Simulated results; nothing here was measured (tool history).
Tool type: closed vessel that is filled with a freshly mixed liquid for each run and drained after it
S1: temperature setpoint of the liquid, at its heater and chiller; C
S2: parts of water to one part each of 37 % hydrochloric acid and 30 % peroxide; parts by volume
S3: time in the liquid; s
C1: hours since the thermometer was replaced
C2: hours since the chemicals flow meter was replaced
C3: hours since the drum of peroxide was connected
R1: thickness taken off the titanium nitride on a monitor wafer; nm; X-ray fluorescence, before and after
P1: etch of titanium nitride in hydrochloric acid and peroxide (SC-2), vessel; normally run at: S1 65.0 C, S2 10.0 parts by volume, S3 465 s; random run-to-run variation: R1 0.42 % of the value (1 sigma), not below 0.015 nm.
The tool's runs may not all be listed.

Run 1, hour 8.9: S1 65.0 C, S2 10.0 parts by volume, S3 465 s; C1 485.8; C2 1741.1; C3 166.9. Result: R1 39.0830 nm.
Run 2, hour 15.2: S1 65.0 C, S2 10.0 parts by volume, S3 465 s; C1 492.1; C2 1747.4; C3 173.2. Result: R1 38.8330 nm.
Run 3, hour 21.2: S1 65.0 C, S2 10.0 parts by volume, S3 465 s; C1 498.1; C2 1753.4; C3 179.2. Result: R1 39.1310 nm.
Run 4, hour 33.7: S1 52.5 C, S2 10.0 parts by volume, S3 880 s; C1 510.6; C2 1765.9; C3 191.7. Result: R1 33.5240 nm.
Run 5, hour 39.1: S1 65.0 C, S2 10.0 parts by volume, S3 870 s; C1 516.0; C2 1771.3; C3 197.1. Result: R1 73.8140 nm.
Run 6, hour 47.6: S1 65.0 C, S2 15.5 parts by volume, S3 465 s; C1 524.5; C2 1779.8; C3 205.6. Result: R1 26.7180 nm.
Run 7, hour 54.4: S1 55.5 C, S2 6.0 parts by volume, S3 465 s; C1 531.3; C2 1786.6; C3 212.4. Result: R1 32.1890 nm.
Run 8, hour 62.3: S1 72.0 C, S2 10.0 parts by volume, S3 465 s; C1 539.2; C2 1794.5; C3 220.3. Result: R1 59.1630 nm.
At hour 72.5: new drum of peroxide connected.
Run 9, hour 74.2: S1 65.0 C, S2 4.0 parts by volume, S3 465 s; C1 551.1; C2 1806.4; C3 1.8. Result: R1 77.6660 nm.
Run 10, hour 80.5: S1 52.5 C, S2 17.0 parts by volume, S3 465 s; C1 557.4; C2 1812.7; C3 8.1. Result: R1 11.1060 nm.
Run 11, hour 89.1: S1 52.5 C, S2 10.0 parts by volume, S3 465 s; C1 566.0; C2 1821.3; C3 16.7. Result: R1 17.6480 nm.
Run 12, hour 97.9: S1 65.0 C, S2 10.0 parts by volume, S3 30 s; C1 574.8; C2 1830.1; C3 25.5. Result: R1 2.5084 nm.
Run 13, hour 105.8: S1 65.0 C, S2 10.0 parts by volume, S3 465 s; C1 582.7; C2 1838.0; C3 33.4. Result: R1 38.8500 nm.
Run 14, hour 112.0: S1 65.0 C, S2 10.0 parts by volume, S3 465 s; C1 588.9; C2 1844.2; C3 39.6. Result: R1 39.2550 nm.
Run 15, hour 120.8: S1 65.0 C, S2 10.0 parts by volume, S3 465 s; C1 597.7; C2 1853.0; C3 48.4. Result: R1 40.2350 nm.
Run 16, hour 128.7: S1 65.0 C, S2 10.0 parts by volume, S3 465 s; C1 605.6; C2 1860.9; C3 56.3. Result: R1 40.9230 nm.
Run 17, hour 137.3: S1 65.0 C, S2 10.0 parts by volume, S3 465 s; C1 614.2; C2 1869.5; C3 64.9. Result: R1 41.5250 nm.

What will run 18 give?
Run 18, hour 147.7: S1 65.0 C, S2 10.0 parts by volume, S3 465 s; C1 624.6; C2 1879.9; C3 75.3. Result: R1 ?.

R1: 41.4640 nm

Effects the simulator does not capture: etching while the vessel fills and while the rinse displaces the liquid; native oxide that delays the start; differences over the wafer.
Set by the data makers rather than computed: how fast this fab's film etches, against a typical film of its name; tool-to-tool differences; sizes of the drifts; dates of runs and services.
